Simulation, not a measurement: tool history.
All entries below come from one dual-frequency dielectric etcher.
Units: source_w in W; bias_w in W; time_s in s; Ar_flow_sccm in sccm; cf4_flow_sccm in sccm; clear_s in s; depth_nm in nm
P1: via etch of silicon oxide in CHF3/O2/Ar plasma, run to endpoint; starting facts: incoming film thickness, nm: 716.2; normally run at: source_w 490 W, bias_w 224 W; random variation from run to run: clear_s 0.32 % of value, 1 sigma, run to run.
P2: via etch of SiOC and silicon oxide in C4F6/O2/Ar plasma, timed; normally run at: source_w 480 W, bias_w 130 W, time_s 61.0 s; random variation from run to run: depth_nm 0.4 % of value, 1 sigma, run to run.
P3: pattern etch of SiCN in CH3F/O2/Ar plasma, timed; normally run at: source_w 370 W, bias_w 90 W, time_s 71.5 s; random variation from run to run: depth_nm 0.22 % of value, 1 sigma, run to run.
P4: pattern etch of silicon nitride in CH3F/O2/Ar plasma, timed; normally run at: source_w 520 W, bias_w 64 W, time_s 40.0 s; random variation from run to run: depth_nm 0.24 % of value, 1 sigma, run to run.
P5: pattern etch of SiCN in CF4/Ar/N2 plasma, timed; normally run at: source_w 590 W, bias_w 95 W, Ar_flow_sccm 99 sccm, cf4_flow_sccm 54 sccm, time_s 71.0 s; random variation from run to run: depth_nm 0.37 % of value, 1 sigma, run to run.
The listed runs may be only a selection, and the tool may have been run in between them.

run 1 hour=13.0 | process=P1 source_w=490 bias_w=224 | clear_s=365.64
run 2 hour=27.7 | process=P4 source_w=520 bias_w=64 time_s=40.0 | depth_nm=29.926
run 3 hour=36.5 | process=P5 source_w=590 bias_w=95 time_s=71.0 Ar_flow_sccm=99 cf4_flow_sccm=41 | depth_nm=81.521
run 4 hour=43.3 | process=P5 source_w=350 bias_w=95 time_s=71.0 Ar_flow_sccm=99 cf4_flow_sccm=54 | depth_nm=53.443
run 5 hour=54.9 | process=P2 source_w=480 bias_w=130 time_s=61.0 | depth_nm=68.007
run 6 hour=70.4 | process=P4 source_w=520 bias_w=64 time_s=40.0 | depth_nm=29.846
run 7 hour=78.2 | process=P1 source_w=490 bias_w=224 | clear_s=365.72
run 8 hour=93.5 | process=P1 source_w=490 bias_w=146 | clear_s=423.80
run 9 hour=103.7 | process=P3 source_w=370 bias_w=90 time_s=71.5 | depth_nm=27.669
run 10 hour=113.3 | process=P5 source_w=590 bias_w=95 time_s=39.0 Ar_flow_sccm=99 cf4_flow_sccm=54 | depth_nm=46.034
run 11 hour=123.9 | process=P3 source_w=370 bias_w=90 time_s=41.5 | depth_nm=16.019
run 12 hour=139.2 | process=P3 source_w=520 bias_w=90 time_s=71.5 | depth_nm=31.400
run 13 hour=149.0 | process=P1 source_w=350 bias_w=171 | clear_s=453.73
run 14 hour=158.7 | process=P3 source_w=370 bias_w=121 time_s=71.5 | depth_nm=30.961
run 15 hour=167.3 | process=P1 source_w=490 bias_w=224 | clear_s=366.80
run 16 hour=182.7 | process=P2 source_w=300 bias_w=130 time_s=61.0 | depth_nm=56.802
run 17 hour=191.8 | process=P1 source_w=490 bias_w=224 | clear_s=365.78
run 18 hour=207.1 | process=P5 source_w=590 bias_w=95 time_s=71.0 Ar_flow_sccm=77 cf4_flow_sccm=54 | depth_nm=87.326
run 19 hour=215.5 | process=P5 source_w=590 bias_w=95 time_s=71.0 Ar_flow_sccm=99 cf4_flow_sccm=54 | depth_nm=84.265
run 20 hour=229.6 | process=P5 source_w=590 bias_w=127 time_s=71.0 Ar_flow_sccm=99 cf4_flow_sccm=54 | depth_nm=93.850
run 21 hour=241.8 | process=P1 source_w=490 bias_w=224 | clear_s=364.27
run 22 hour=253.3 | process=P1 source_w=490 bias_w=224 | clear_s=365.11
run 23 hour=267.1 | process=P4 source_w=520 bias_w=42 time_s=40.0 | depth_nm=26.326
run 24 hour=275.1 | process=P1 source_w=680 bias_w=224 | clear_s=321.70
run 25 hour=287.9 | process=P1 source_w=380 bias_w=224 | clear_s=402.65
run 26 hour=296.0 | process=P2 source_w=480 bias_w=163 time_s=61.0 | depth_nm=73.156
run 27 hour=306.7 | process=P1 source_w=650 bias_w=179 | clear_s=354.53
run 28 hour=321.0 | process=P4 source_w=520 bias_w=64 time_s=51.0 | depth_nm=38.292
run 29 hour=331.1 | process=P4 source_w=660 bias_w=64 time_s=40.0 | depth_nm=32.872
run 30 hour=342.8 | process=P1 source_w=310 bias_w=156 | clear_s=494.00
run 31 hour=354.8 | process=P2 source_w=480 bias_w=130 time_s=83.5 | depth_nm=92.513
run 32 hour=369.2 | process=P1 source_w=490 bias_w=284 | clear_s=337.03
run 33 hour=380.6 | process=P1 source_w=490 bias_w=224 | clear_s=365.65
run 34 hour=392.0 | process=P1 source_w=490 bias_w=224 | clear_s=364.99
run 35 hour=400.8 | process=P1 source_w=490 bias_w=224 | clear_s=367.80
run 36 hour=413.3 | process=P1 source_w=490 bias_w=224 | clear_s=368.17
run 37 hour=425.6 | process=P1 source_w=490 bias_w=224 | clear_s=371.38
run 38 hour=437.5 | process=P1 source_w=490 bias_w=224 | clear_s=369.19
-- hour=440.3 wet clean of the chamber
run 39 hour=451.7 | process=P1 source_w=490 bias_w=224 | clear_s=373.17
run 40 hour=460.6 | process=P1 source_w=490 bias_w=224 | clear_s=369.00
run 41 hour=474.8 | process=P1 source_w=490 bias_w=224 | clear_s=372.39
run 42 hour=489.8 | process=P1 source_w=490 bias_w=224 | clear_s=370.98

Something has made what P1 gives creep away from where it was; the 2 causes below, each at its own stated size, fit the log equally well:
A: bias power that arrives under what is set, % = 4.41
B: source power that arrives under what is set, % = 4.15
Onset of the creep was near hour 392.0.
Why every other cause is out:
chamber walls in a state that lowers the etch rate, %: serviced at hour 440.3, which brought nothing back

Which of the check runs below tells the causes apart, meaning the causes would give it clearly different results? Each run uses 2 wafers whose results are averaged, and each result is shown as a question mark.
run check 1 hour=504.8 | process=P4 source_w=520 bias_w=64 time_s=40.0 | depth_nm=?
run check 2 hour=504.8 | process=P5 source_w=590 bias_w=95 time_s=71.0 Ar_flow_sccm=99 cf4_flow_sccm=54 | depth_nm=?
run check 3 hour=504.8 | process=P3 source_w=370 bias_w=90 time_s=71.5 | depth_nm=?
run check 4 hour=504.8 | process=P2 source_w=480 bias_w=130 time_s=61.0 | depth_nm=?

Check results expected under each cause:
check=check_1 result=depth_nm if_A=29.553 if_B=29.504
check=check_2 result=depth_nm if_A=82.781 if_B=81.133
check=check_3 result=depth_nm if_A=27.192 if_B=27.219
check=check_4 result=depth_nm if_A=67.179 if_B=66.938
Gap, in per cent, between the two causes that each check separates least, read from the result that separates them most: check 1 0.17 %; check 2 2.01 %; check 3 0.1 %; check 4 0.36 %
The causes can be told apart only by check 2. The other checks would give nearly the same results under each of them.

With check 2 done, the readings were: depth_nm 81.159 nm. Identify which of the listed causes applies.

The cause is B: source power that arrives under what is set, %.
